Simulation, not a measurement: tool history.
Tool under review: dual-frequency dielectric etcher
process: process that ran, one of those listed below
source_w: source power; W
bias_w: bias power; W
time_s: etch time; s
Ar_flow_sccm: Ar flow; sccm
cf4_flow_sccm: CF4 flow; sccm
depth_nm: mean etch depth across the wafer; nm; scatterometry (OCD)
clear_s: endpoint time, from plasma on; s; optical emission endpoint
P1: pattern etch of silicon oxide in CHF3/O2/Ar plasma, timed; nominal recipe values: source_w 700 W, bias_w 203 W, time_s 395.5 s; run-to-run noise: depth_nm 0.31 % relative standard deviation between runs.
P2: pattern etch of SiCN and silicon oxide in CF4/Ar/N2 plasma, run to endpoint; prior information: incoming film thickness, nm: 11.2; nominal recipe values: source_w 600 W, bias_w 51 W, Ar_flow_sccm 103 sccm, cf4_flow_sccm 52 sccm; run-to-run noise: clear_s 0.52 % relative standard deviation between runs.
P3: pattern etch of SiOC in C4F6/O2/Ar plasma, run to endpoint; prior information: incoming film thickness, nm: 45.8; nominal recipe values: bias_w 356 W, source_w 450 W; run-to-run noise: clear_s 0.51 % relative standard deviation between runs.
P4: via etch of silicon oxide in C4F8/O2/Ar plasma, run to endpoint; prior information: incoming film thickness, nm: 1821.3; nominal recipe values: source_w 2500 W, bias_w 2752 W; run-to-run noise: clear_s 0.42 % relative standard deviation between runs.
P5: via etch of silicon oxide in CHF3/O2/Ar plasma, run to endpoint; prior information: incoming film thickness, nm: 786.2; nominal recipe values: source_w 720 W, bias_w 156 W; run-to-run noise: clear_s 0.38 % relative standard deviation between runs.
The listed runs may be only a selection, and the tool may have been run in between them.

run   hour  process  source_w  bias_w  time_s  Ar_flow_sccm  cf4_flow_sccm  depth_nm  clear_s
  1    8.7       P1       700     203   395.5                                 941.56
  2   25.1       P1       700     203   395.5                                 934.88
  3     36       P4      3130    2752                                                  277.35
  4   51.9       P3       450     228                                                  19.614
      64.1  -- bias power generator calibrated
  5   69.1       P5       480     156                                                  461.88
  6   83.2       P4      2500    2752                                                  304.07
  7     99       P3       450     356                                                  16.937
  8  116.3       P3       620     356                                                  15.137
  9  127.4       P2       430      51                   103             52             16.065
 10  142.3       P2       600      51                    73             52             11.246
 11  155.8       P5       720     156                                                  393.58
 12  168.2       P2       600      51                   103             63             11.476
 13  177.6       P2       600      51                   103             52             11.915
 14  191.3       P1       700     203   395.5                                 935.93
 15  203.7       P4      2500    2752                                                   301.4
 16  221.6       P2       600      51                   103             52             12.036
 17  235.9       P1       700     286   395.5                                 1061.8
 18  250.1       P1       700     203   395.5                                 938.32
 19  265.6       P5       720     156                                                  394.97
 20  280.7       P1       700     203     230                                 547.53
 21  294.9       P1       860     145   395.5                                 911.34
 22  307.3       P1       700     203   395.5                                 935.68
 23  323.2       P3       450     356                                                  17.037
 24  340.8       P1       490     203   395.5                                 820.44
 25  350.1       P1       700     154   395.5                                  861.7
 26    362       P5       720     105                                                  444.83
 27  376.3       P1       700     203   395.5                                 939.22
 28  388.4       P2       600      68                   103             52             10.949
 29  401.5       P1       950     203   395.5                                 1058.1
 30  418.3       P1       700     203   395.5                                 938.69
 31  428.6       P1       700     203   527.5                                 1255.6
 32  439.1       P4      2500    3407                                                  286.54
 33  452.4       P1       700     203   395.5                                 937.58
 34  469.6       P1       700     203   395.5                                 949.95
 35  478.8       P1       700     203   395.5                                 946.76
     486.7  -- wet clean of the chamber
 36  490.4       P1       700     203   395.5                                 948.24
 37  504.1       P1       700     203   395.5                                 951.81
 38  520.1       P1       700     203   395.5                                 952.09
 39    536       P1       700     203   395.5                                 951.26

Compared with where it was, what P1 gives has crept away. Each cause listed below fits the log as well as the rest, at the size given for it:
A: source power that arrives over what is set, % = 4.13
B: bias power that arrives over what is set, % = 4.61
At approximately hour 452.4, the process output began to creep.
Ruled out, with reasons:
chamber walls in a state that raises the etch rate, %: work on it at hour 486.7, done after the drift set in, did not restore what the process gave before

The 4 check runs listed below each average the results of 3 wafers, and their outcomes are marked with question marks. Under which run would the listed causes produce clearly different results?
check 1  551.9       P3       450     356                                                       ?
check 2  551.9       P5       720     156                                                       ?
check 3  551.9       P2       600      51                   103             52                  ?
check 4  551.9       P4      2500    2752                                                       ?

What each check would give under each cause:
  check   result    if A    if B
check 1  clear_s  16.743  16.731
check 2  clear_s  388.64  389.07
check 3  clear_s  11.549  11.798
check 4  clear_s  299.33  300.03
Per check, the gap between the least separated pair of causes, taken in the result that splits them most: check 1 0.07 %; check 2 0.11 %; check 3 2.14 %; check 4 0.23 %
Check 3 distinguishes between the causes, while the remaining checks would return nearly the same result for all of them.

Here is what check 3 returned: clear_s 11.554 s. Which cause is it?

Of the candidate causes, it is A: source power that arrives over what is set, %.

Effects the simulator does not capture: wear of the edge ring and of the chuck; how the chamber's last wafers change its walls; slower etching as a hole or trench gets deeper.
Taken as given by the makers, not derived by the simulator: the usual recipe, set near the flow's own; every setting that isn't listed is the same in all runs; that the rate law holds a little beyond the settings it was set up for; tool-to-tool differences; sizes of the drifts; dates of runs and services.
